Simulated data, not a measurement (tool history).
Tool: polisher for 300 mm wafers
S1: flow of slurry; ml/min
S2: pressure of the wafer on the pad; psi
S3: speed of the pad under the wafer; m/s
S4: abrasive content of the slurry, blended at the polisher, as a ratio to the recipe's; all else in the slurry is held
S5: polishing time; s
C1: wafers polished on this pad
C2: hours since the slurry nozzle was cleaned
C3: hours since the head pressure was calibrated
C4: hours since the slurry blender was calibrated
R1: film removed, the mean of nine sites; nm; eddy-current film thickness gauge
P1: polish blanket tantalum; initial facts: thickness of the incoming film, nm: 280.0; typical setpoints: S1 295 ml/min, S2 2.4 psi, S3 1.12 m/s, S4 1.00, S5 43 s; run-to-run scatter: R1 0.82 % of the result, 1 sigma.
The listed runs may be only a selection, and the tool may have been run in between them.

{"run": 1, "hour": 6.8, "S1": 295, "S2": 2.4, "S3": 1.12, "S4": 1.0, "S5": 43, "C1": 531, "C2": 136.7, "C3": 571.6, "C4": 86.2, "R1": 85.996}
{"run": 2, "hour": 13.2, "S1": 295, "S2": 2.4, "S3": 1.12, "S4": 0.65, "S5": 28, "C1": 610, "C2": 143.1, "C3": 578.0, "C4": 92.6, "R1": 48.389}
{"run": 3, "hour": 18.9, "S1": 295, "S2": 2.4, "S3": 1.12, "S4": 1.0, "S5": 63, "C1": 680, "C2": 148.8, "C3": 583.7, "C4": 98.3, "R1": 125.93}
{"run": 4, "hour": 23.6, "S1": 295, "S2": 2.4, "S3": 1.12, "S4": 1.0, "S5": 43, "C1": 738, "C2": 153.5, "C3": 588.4, "C4": 103.0, "R1": 84.244}
{"run": 5, "hour": 29.8, "S1": 295, "S2": 2.4, "S3": 1.6, "S4": 1.0, "S5": 43, "C1": 815, "C2": 159.7, "C3": 594.6, "C4": 109.2, "R1": 120.51}
{"hour": 37.3, "done": "slurry nozzle cleaned"}
{"run": 6, "hour": 38.8, "S1": 295, "S2": 2.4, "S3": 1.12, "S4": 0.7, "S5": 43, "C1": 926, "C2": 1.5, "C3": 603.6, "C4": 118.2, "R1": 75.227}
{"run": 7, "hour": 45.8, "S1": 295, "S2": 2.4, "S3": 1.12, "S4": 1.0, "S5": 29, "C1": 1012, "C2": 8.5, "C3": 610.6, "C4": 125.2, "R1": 57.044}
{"run": 8, "hour": 51.1, "S1": 455, "S2": 2.4, "S3": 1.12, "S4": 1.0, "S5": 43, "C1": 1078, "C2": 13.8, "C3": 615.9, "C4": 130.5, "R1": 87.918}
{"hour": 53.0, "done": "worn pad replaced by a new one"}
{"run": 9, "hour": 57.7, "S1": 295, "S2": 2.4, "S3": 1.12, "S4": 1.0, "S5": 43, "C1": 58, "C2": 20.4, "C3": 622.5, "C4": 137.1, "R1": 84.381}
{"run": 10, "hour": 66.8, "S1": 295, "S2": 2.4, "S3": 0.62, "S4": 1.0, "S5": 43, "C1": 170, "C2": 29.5, "C3": 631.6, "C4": 146.2, "R1": 47.223}
{"run": 11, "hour": 75.2, "S1": 295, "S2": 2.4, "S3": 1.12, "S4": 1.5, "S5": 43, "C1": 274, "C2": 37.9, "C3": 640.0, "C4": 154.6, "R1": 95.13}
{"run": 12, "hour": 82.5, "S1": 295, "S2": 1.3, "S3": 1.12, "S4": 1.0, "S5": 43, "C1": 364, "C2": 45.2, "C3": 647.3, "C4": 161.9, "R1": 46.413}
{"run": 13, "hour": 87.6, "S1": 295, "S2": 2.4, "S3": 1.12, "S4": 1.0, "S5": 43, "C1": 427, "C2": 50.3, "C3": 652.4, "C4": 167.0, "R1": 83.751}
{"run": 14, "hour": 92.7, "S1": 195, "S2": 2.4, "S3": 1.12, "S4": 1.0, "S5": 43, "C1": 490, "C2": 55.4, "C3": 657.5, "C4": 172.1, "R1": 81.599}
{"run": 15, "hour": 98.0, "S1": 295, "S2": 2.4, "S3": 1.12, "S4": 1.0, "S5": 43, "C1": 556, "C2": 60.7, "C3": 662.8, "C4": 177.4, "R1": 84.349}
{"run": 16, "hour": 103.5, "S1": 295, "S2": 3.6, "S3": 1.12, "S4": 1.0, "S5": 43, "C1": 624, "C2": 66.2, "C3": 668.3, "C4": 182.9, "R1": 129.91}
{"run": 17, "hour": 108.0, "S1": 295, "S2": 2.4, "S3": 1.12, "S4": 1.0, "S5": 43, "C1": 679, "C2": 70.7, "C3": 672.8, "C4": 187.4, "R1": 85.62}
{"run": 18, "hour": 116.8, "S1": 295, "S2": 2.4, "S3": 1.12, "S4": 1.0, "S5": 43, "C1": 788, "C2": 79.5, "C3": 681.6, "C4": 196.2, "R1": 80.986}
{"run": 19, "hour": 124.8, "S1": 295, "S2": 2.4, "S3": 1.12, "S4": 1.0, "S5": 43, "C1": 887, "C2": 87.5, "C3": 689.6, "C4": 204.2, "R1": 78.905}

Estimate the outcome of run 20 from the log above:
{"run": 20, "hour": 132.5, "S1": 295, "S2": 2.4, "S3": 1.12, "S4": 1.0, "S5": 43, "C1": 982, "C2": 95.2, "C3": 697.3, "C4": 211.9, "R1": "?"}

R1: 77.502 nm
